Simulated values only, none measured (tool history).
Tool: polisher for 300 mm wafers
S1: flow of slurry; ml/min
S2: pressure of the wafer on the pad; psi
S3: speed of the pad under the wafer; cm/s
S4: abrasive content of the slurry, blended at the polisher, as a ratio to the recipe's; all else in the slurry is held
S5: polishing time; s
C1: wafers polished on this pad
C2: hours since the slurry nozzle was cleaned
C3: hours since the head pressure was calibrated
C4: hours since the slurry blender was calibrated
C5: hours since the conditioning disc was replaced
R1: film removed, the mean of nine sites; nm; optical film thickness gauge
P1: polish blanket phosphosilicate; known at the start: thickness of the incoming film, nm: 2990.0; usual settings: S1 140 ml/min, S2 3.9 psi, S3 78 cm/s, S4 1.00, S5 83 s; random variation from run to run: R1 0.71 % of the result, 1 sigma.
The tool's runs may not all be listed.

Run 1, hour 9.6: S1 140 ml/min, S2 3.9 psi, S3 78 cm/s, S4 1.00, S5 83 s; C1 400; C2 677.7; C3 284.9; C4 107.1; C5 146.9. Result: R1 625.36 nm.
Run 2, hour 20.6: S1 180 ml/min, S2 3.9 psi, S3 78 cm/s, S4 1.00, S5 83 s; C1 544; C2 688.7; C3 295.9; C4 118.1; C5 157.9. Result: R1 651.87 nm.
Run 3, hour 30.1: S1 140 ml/min, S2 3.9 psi, S3 78 cm/s, S4 1.45, S5 83 s; C1 669; C2 698.2; C3 305.4; C4 127.6; C5 167.4. Result: R1 721.05 nm.
Run 4, hour 41.5: S1 140 ml/min, S2 3.9 psi, S3 48 cm/s, S4 1.00, S5 83 s; C1 819; C2 709.6; C3 316.8; C4 139.0; C5 178.8. Result: R1 419.72 nm.
Run 5, hour 55.9: S1 140 ml/min, S2 3.9 psi, S3 78 cm/s, S4 1.00, S5 83 s; C1 1008; C2 724.0; C3 331.2; C4 153.4; C5 193.2. Result: R1 620.14 nm.
Run 6, hour 65.4: S1 140 ml/min, S2 2.3 psi, S3 78 cm/s, S4 1.00, S5 83 s; C1 1132; C2 733.5; C3 340.7; C4 162.9; C5 202.7. Result: R1 369.82 nm.
Run 7, hour 77.4: S1 85 ml/min, S2 2.6 psi, S3 78 cm/s, S4 1.00, S5 83 s; C1 1290; C2 745.5; C3 352.7; C4 174.9; C5 214.7. Result: R1 367.41 nm.
Run 8, hour 91.8: S1 140 ml/min, S2 3.9 psi, S3 108 cm/s, S4 1.00, S5 83 s; C1 1479; C2 759.9; C3 367.1; C4 189.3; C5 229.1. Result: R1 807.87 nm.
Run 9, hour 99.4: S1 140 ml/min, S2 3.9 psi, S3 78 cm/s, S4 1.00, S5 45 s; C1 1579; C2 767.5; C3 374.7; C4 196.9; C5 236.7. Result: R1 342.80 nm.
Run 10, hour 111.0: S1 140 ml/min, S2 6.0 psi, S3 78 cm/s, S4 1.00, S5 83 s; C1 1731; C2 779.1; C3 386.3; C4 208.5; C5 248.3. Result: R1 954.06 nm.
Run 11, hour 122.6: S1 140 ml/min, S2 3.9 psi, S3 78 cm/s, S4 0.55, S5 83 s; C1 1883; C2 790.7; C3 397.9; C4 220.1; C5 259.9. Result: R1 457.30 nm.
Run 12, hour 131.6: S1 140 ml/min, S2 3.9 psi, S3 78 cm/s, S4 1.00, S5 83 s; C1 2001; C2 799.7; C3 406.9; C4 229.1; C5 268.9. Result: R1 623.80 nm.
Run 13, hour 146.3: S1 140 ml/min, S2 3.9 psi, S3 78 cm/s, S4 1.00, S5 83 s; C1 2194; C2 814.4; C3 421.6; C4 243.8; C5 283.6. Result: R1 632.17 nm.
Run 14, hour 160.1: S1 140 ml/min, S2 3.9 psi, S3 78 cm/s, S4 1.00, S5 83 s; C1 2376; C2 828.2; C3 435.4; C4 257.6; C5 297.4. Result: R1 633.63 nm.
Run 15, hour 169.1: S1 140 ml/min, S2 3.9 psi, S3 78 cm/s, S4 1.00, S5 118 s; C1 2494; C2 837.2; C3 444.4; C4 266.6; C5 306.4. Result: R1 877.61 nm.
Run 16, hour 180.2: S1 85 ml/min, S2 3.9 psi, S3 78 cm/s, S4 1.00, S5 83 s; C1 2639; C2 848.3; C3 455.5; C4 277.7; C5 317.5. Result: R1 558.17 nm.
Run 17, hour 187.8: S1 140 ml/min, S2 3.9 psi, S3 78 cm/s, S4 1.00, S5 83 s; C1 2739; C2 855.9; C3 463.1; C4 285.3; C5 325.1. Result: R1 623.93 nm.
Run 18, hour 199.8: S1 140 ml/min, S2 3.9 psi, S3 78 cm/s, S4 1.00, S5 83 s; C1 2897; C2 867.9; C3 475.1; C4 297.3; C5 337.1. Result: R1 604.84 nm.
Run 19, hour 213.8: S1 140 ml/min, S2 3.9 psi, S3 78 cm/s, S4 1.00, S5 83 s; C1 3081; C2 881.9; C3 489.1; C4 311.3; C5 351.1. Result: R1 591.19 nm.
Run 20, hour 226.2: S1 140 ml/min, S2 3.9 psi, S3 78 cm/s, S4 1.00, S5 83 s; C1 3243; C2 894.3; C3 501.5; C4 323.7; C5 363.5. Result: R1 579.91 nm.
At hour 229.9: worn pad replaced by a new one.
At hour 234.2: conditioning disc replaced and pad reconditioned.
At hour 239.0: slurry blender recalibrated.
Run 21, hour 241.2: S1 140 ml/min, S2 3.9 psi, S3 78 cm/s, S4 1.00, S5 83 s; C1 148; C2 909.3; C3 516.5; C4 2.2; C5 7.1. Result: R1 567.71 nm.
Run 22, hour 253.4: S1 140 ml/min, S2 3.9 psi, S3 78 cm/s, S4 1.00, S5 83 s; C1 308; C2 921.5; C3 528.7; C4 14.4; C5 19.3. Result: R1 579.30 nm.
Run 23, hour 264.2: S1 140 ml/min, S2 3.9 psi, S3 78 cm/s, S4 1.00, S5 83 s; C1 450; C2 932.3; C3 539.5; C4 25.2; C5 30.1. Result: R1 564.74 nm.

What P1 gives has crept away from where it was. These 2 causes fit the log equally well, each at the size given:
A: head's pressure below its setpoint, % = 9.03
B: slurry flow missing at the pad, % = 34.5
The creep began at about hour 187.8.
Why every other cause is out:
removal rate lost through wear of the pad, %: serviced at hour 229.9, which brought nothing back
abrasive missing from the slurry, %: serviced at hour 239.0, which brought nothing back
time polished since the conditioner stopped cutting, s: serviced at hour 234.2, which brought nothing back

4 check runs are offered, each on 2 wafers whose results are averaged, their results left as question marks. Which one tells the causes apart?
Run check 1, hour 275.0: S1 140 ml/min, S2 3.9 psi, S3 60 cm/s, S4 1.00, S5 83 s. Result: R1 ?.
Run check 2, hour 275.0: S1 90 ml/min, S2 3.9 psi, S3 78 cm/s, S4 1.00, S5 83 s. Result: R1 ?.
Run check 3, hour 275.0: S1 140 ml/min, S2 5.9 psi, S3 78 cm/s, S4 1.20, S5 83 s. Result: R1 ?.
Run check 4, hour 275.0: S1 140 ml/min, S2 3.9 psi, S3 78 cm/s, S4 1.15, S5 83 s. Result: R1 ?.

What each check would give under each cause:
  check  result    if A    if B
check 1      R1  461.19  461.19
check 2      R1  514.91  492.63
check 3      R1  931.18  931.18
check 4      R1  604.75  604.75
How far apart the two closest causes lie, in the result that separates them most: check 1 0 %; check 2 4.42 %; check 3 0 %; check 4 0 %
Only check 2 tells the causes apart: in the others they would give nearly the same result.

Then check 2 was run and gave: R1 488.74 nm. Which cause is it?

It is B: slurry flow missing at the pad, %.
